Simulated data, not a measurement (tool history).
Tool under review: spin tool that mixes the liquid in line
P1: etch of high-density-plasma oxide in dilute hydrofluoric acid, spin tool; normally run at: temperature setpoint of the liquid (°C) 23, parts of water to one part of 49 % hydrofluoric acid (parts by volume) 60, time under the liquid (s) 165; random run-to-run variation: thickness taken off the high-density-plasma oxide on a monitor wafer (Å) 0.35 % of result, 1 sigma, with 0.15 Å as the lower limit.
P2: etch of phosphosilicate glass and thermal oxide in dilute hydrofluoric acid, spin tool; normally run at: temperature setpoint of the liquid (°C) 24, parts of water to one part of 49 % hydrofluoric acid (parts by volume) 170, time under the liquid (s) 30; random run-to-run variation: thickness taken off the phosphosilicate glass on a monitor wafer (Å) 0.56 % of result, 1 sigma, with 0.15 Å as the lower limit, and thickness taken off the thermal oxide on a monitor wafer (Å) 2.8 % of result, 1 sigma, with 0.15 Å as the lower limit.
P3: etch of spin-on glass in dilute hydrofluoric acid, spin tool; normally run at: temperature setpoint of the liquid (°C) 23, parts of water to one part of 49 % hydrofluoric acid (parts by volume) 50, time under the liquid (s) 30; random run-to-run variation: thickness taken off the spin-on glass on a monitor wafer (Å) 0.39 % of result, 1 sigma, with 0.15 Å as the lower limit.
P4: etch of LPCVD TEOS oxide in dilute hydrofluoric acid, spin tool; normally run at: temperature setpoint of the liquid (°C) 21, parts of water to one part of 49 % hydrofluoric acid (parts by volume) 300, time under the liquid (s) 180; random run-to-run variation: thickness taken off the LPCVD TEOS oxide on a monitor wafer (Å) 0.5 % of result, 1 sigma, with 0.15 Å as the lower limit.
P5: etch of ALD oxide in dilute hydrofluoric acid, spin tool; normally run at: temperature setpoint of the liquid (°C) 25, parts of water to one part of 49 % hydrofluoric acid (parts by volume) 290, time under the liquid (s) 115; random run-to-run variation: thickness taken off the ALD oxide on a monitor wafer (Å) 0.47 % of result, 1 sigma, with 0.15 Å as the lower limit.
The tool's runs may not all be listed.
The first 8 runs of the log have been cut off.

run   hour  process that ran  temperature setpoint of the liquid (°C)  parts of water to one part of 49 % hydrofluoric acid (parts by volume)  time under the liquid (s)  hours since the thermometer was replaced  hours since the hydrofluoric acid flow meter was replaced  thickness taken off the high-density-plasma oxide on a monitor wafer (Å)  thickness taken off the phosphosilicate glass on a monitor wafer (Å)  thickness taken off the thermal oxide on a monitor wafer (Å)  thickness taken off the ALD oxide on a monitor wafer (Å)  thickness taken off the spin-on glass on a monitor wafer (Å)  thickness taken off the LPCVD TEOS oxide on a monitor wafer (Å)
  9   37.3                P1                                       23                                                                      60                        275                                     858.3                                                     1168.8                                                                    370.86
 10   40.5                P2                                       24                                                                      45                         30                                     861.5                                                       1172                                                                                                                                          1004.1                                                        33.212
 11   44.4                P4                                       21                                                                     300                        180                                     865.4                                                     1175.9                                                                                                                                                                                                                                                                                                                                                                                                 98.598
 12   47.3                P1                                       18                                                                      60                        165                                     868.3                                                     1178.8                                                                    180.56
 13   51.2                P5                                       25                                                                      50                        115                                     872.2                                                     1182.7                                                                                                                                                                                                                                                                  334.45
 14   56.4                P3                                       23                                                                      90                         30                                     877.4                                                     1187.9                                                                                                                                                                                                                                                                                                                                100.95
 15   59.9                P1                                       23                                                                      60                        165                                     880.9                                                     1191.4                                                                    222.81
 16   64.4                P1                                       23                                                                      60                        165                                     885.4                                                     1195.9                                                                    222.12
 17   69.5                P1                                     17.5                                                                      30                        165                                     890.5                                                       1201                                                                    365.56
 18   74.8                P1                                       30                                                                      60                        165                                     895.8                                                     1206.3                                                                    294.18
 19   77.6                P1                                       23                                                                      60                        165                                     898.6                                                     1209.1                                                                    222.15
 20   82.1                P2                                       24                                                                     170                         15                                     903.1                                                     1213.6                                                                                                                                          114.37                                                        3.8296
 21   87.1                P4                                     28.5                                                                     300                        180                                     908.1                                                     1218.6                                                                                                                                                                                                                                                                                                                                                                                                 128.83
 22   90.3                P3                                       23                                                                      50                         30                                     911.3                                                     1221.8                                                                                                                                                                                                                                                                                                                                192.27
 23   95.6                P2                                       24                                                                     170                         30                                     916.6                                                     1227.1                                                                                                                                          230.32                                                        7.5199
 24    100                P1                                       23                                                                      60                         15                                       921                                                     1231.5                                                                    20.248
 25  105.4                P2                                       24                                                                     170                         30                                     926.4                                                     1236.9                                                                                                                                           229.6                                                        7.3058
 26  108.1                P4                                       21                                                                     300                         65                                     929.1                                                     1239.6                                                                                                                                                                                                                                                                                                                                                                                                 35.548
 27  113.6                P4                                       21                                                                     485                        180                                     934.6                                                     1245.1                                                                                                                                                                                                                                                                                                                                                                                                 52.219
 28  116.2                P5                                     32.5                                                                     290                        115                                     937.2                                                     1247.7                                                                                                                                                                                                                                                                  55.883
 29  118.9                P1                                       23                                                                      60                        165                                     939.9                                                     1250.4                                                                    223.86
 30    122                P3                                       23                                                                      50                         30                                       943                                                     1253.5                                                                                                                                                                                                                                                                                                                                191.98
 31  124.9                P3                                       23                                                                      50                         45                                     945.9                                                     1256.4                                                                                                                                                                                                                                                                                                                                287.58
 32  128.2                P1                                       23                                                                      60                        165                                     949.2                                                     1259.7                                                                    222.66

Run 33 has not been measured yet. What should we expect?
 33  133.7                P1                                       23                                                                      60                        165                                     954.7                                                     1265.2                                                                         ?

thickness taken off the high-density-plasma oxide on a monitor wafer (Å): 212.01
